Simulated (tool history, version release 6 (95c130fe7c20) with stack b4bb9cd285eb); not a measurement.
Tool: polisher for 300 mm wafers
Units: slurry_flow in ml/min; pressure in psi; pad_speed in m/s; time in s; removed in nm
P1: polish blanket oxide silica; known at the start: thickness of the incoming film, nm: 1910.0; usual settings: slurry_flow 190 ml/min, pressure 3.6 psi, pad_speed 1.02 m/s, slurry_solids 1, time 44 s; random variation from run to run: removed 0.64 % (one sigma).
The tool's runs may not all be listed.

run 1 hour=5 | slurry_flow=190 pressure=3.6 pad_speed=1.02 slurry_solids=1 time=44 | removed=132.25
run 2 hour=10.4 | slurry_flow=190 pressure=3.6 pad_speed=1.02 slurry_solids=1.25 time=44 | removed=143.89
run 3 hour=17.5 | slurry_flow=190 pressure=3.6 pad_speed=1.02 slurry_solids=1 time=29 | removed=87.084
run 4 hour=26.7 | slurry_flow=190 pressure=3.6 pad_speed=1.02 slurry_solids=1 time=44 | removed=132.89
run 5 hour=35.4 | slurry_flow=115 pressure=3.6 pad_speed=1.02 slurry_solids=1 time=44 | removed=121.43
run 6 hour=46.4 | slurry_flow=190 pressure=3.6 pad_speed=0.64 slurry_solids=1 time=44 | removed=91.828
run 7 hour=51.5 | slurry_flow=190 pressure=5.7 pad_speed=1.02 slurry_solids=1 time=44 | removed=209.43
run 8 hour=59.1 | slurry_flow=190 pressure=3.6 pad_speed=1.02 slurry_solids=1 time=68 | removed=202.8
run 9 hour=64.1 | slurry_flow=190 pressure=2.1 pad_speed=1.02 slurry_solids=1 time=61 | removed=105.59
run 10 hour=70.4 | slurry_flow=190 pressure=3.6 pad_speed=1.02 slurry_solids=1 time=44 | removed=132.68
run 11 hour=76.7 | slurry_flow=190 pressure=3.6 pad_speed=1.02 slurry_solids=1 time=44 | removed=131.44
run 12 hour=85.2 | slurry_flow=190 pressure=3.6 pad_speed=1.02 slurry_solids=0.65 time=44 | removed=106.33
run 13 hour=90.6 | slurry_flow=190 pressure=3.6 pad_speed=1.58 slurry_solids=1 time=44 | removed=186.52
run 14 hour=95.4 | slurry_flow=190 pressure=3.6 pad_speed=1.02 slurry_solids=1 time=44 | removed=132.77
run 15 hour=106.3 | slurry_flow=190 pressure=1.7 pad_speed=1.02 slurry_solids=1 time=44 | removed=62.159
run 16 hour=111.3 | slurry_flow=245 pressure=3.6 pad_speed=1.02 slurry_solids=1 time=44 | removed=136.28
run 17 hour=120 | slurry_flow=190 pressure=3.6 pad_speed=1.02 slurry_solids=1 time=44 | removed=132.59
run 18 hour=126.1 | slurry_flow=190 pressure=4.9 pad_speed=1.02 slurry_solids=1 time=22 | removed=89.532
run 19 hour=136.8 | slurry_flow=190 pressure=3.6 pad_speed=1.02 slurry_solids=1 time=44 | removed=132.1
run 20 hour=147.8 | slurry_flow=190 pressure=3.6 pad_speed=1.02 slurry_solids=1 time=44 | removed=127.94
run 21 hour=157.9 | slurry_flow=190 pressure=3.6 pad_speed=1.02 slurry_solids=1 time=44 | removed=124.6
run 22 hour=167.9 | slurry_flow=190 pressure=3.6 pad_speed=1.02 slurry_solids=1 time=44 | removed=123.73
run 23 hour=177.6 | slurry_flow=190 pressure=3.6 pad_speed=1.02 slurry_solids=1 time=44 | removed=124.44
run 24 hour=185.9 | slurry_flow=190 pressure=3.6 pad_speed=1.02 slurry_solids=1 time=44 | removed=121.97
-- hour=188.4 conditioning disc replaced and pad reconditioned
-- hour=191.6 slurry blender recalibrated
-- hour=191.7 worn pad replaced by a new one
run 25 hour=196 | slurry_flow=190 pressure=3.6 pad_speed=1.02 slurry_solids=1 time=44 | removed=122.42
run 26 hour=200.9 | slurry_flow=190 pressure=3.6 pad_speed=1.02 slurry_solids=1 time=44 | removed=123.35
run 27 hour=210.6 | slurry_flow=190 pressure=3.6 pad_speed=1.02 slurry_solids=1 time=44 | removed=122.04

What P1 gives has crept away from where it was. These 2 causes fit the log equally well, each at the size given:
A: slurry flow missing at the pad, % = 37.4
B: head's pressure below its setpoint, % = 7.85
The creep began at about hour 136.8.
Why every other cause is out:
removal rate lost through wear of the pad, %: serviced at hour 191.7, which brought nothing back
abrasive missing from the slurry, %: serviced at hour 191.6, which brought nothing back
time polished since the conditioner stopped cutting, s: serviced at hour 188.4, which brought nothing back

4 check runs are offered, each on 5 wafers whose results are averaged, their results left as question marks. Which one tells the causes apart?
run check 1 hour=220.3 | slurry_flow=145 pressure=2.5 pad_speed=1.02 slurry_solids=1 time=44 | removed=?
run check 2 hour=220.3 | slurry_flow=190 pressure=4.4 pad_speed=1.36 slurry_solids=1 time=44 | removed=?
run check 3 hour=220.3 | slurry_flow=190 pressure=3.6 pad_speed=1.56 slurry_solids=1 time=44 | removed=?
run check 4 hour=220.3 | slurry_flow=190 pressure=1.7 pad_speed=1.48 slurry_solids=1 time=44 | removed=?

What each check would give under each cause:
check=check_1 result=removed if_A=79.103 if_B=80.928
check=check_2 result=removed if_A=187.14 if_B=187.15
check=check_3 result=removed if_A=170.87 if_B=170.88
check=check_4 result=removed if_A=77.363 if_B=77.367
How far apart the two closest causes lie, in the result that separates them most: check 1 2.28 %; check 2 0.01 %; check 3 0.01 %; check 4 0.01 %
Only check 1 tells the causes apart: in the others they would give nearly the same result.

Check 1 was then run and gave: removed 81.11 nm. Which cause is it?

It is B: head's pressure below its setpoint, %.
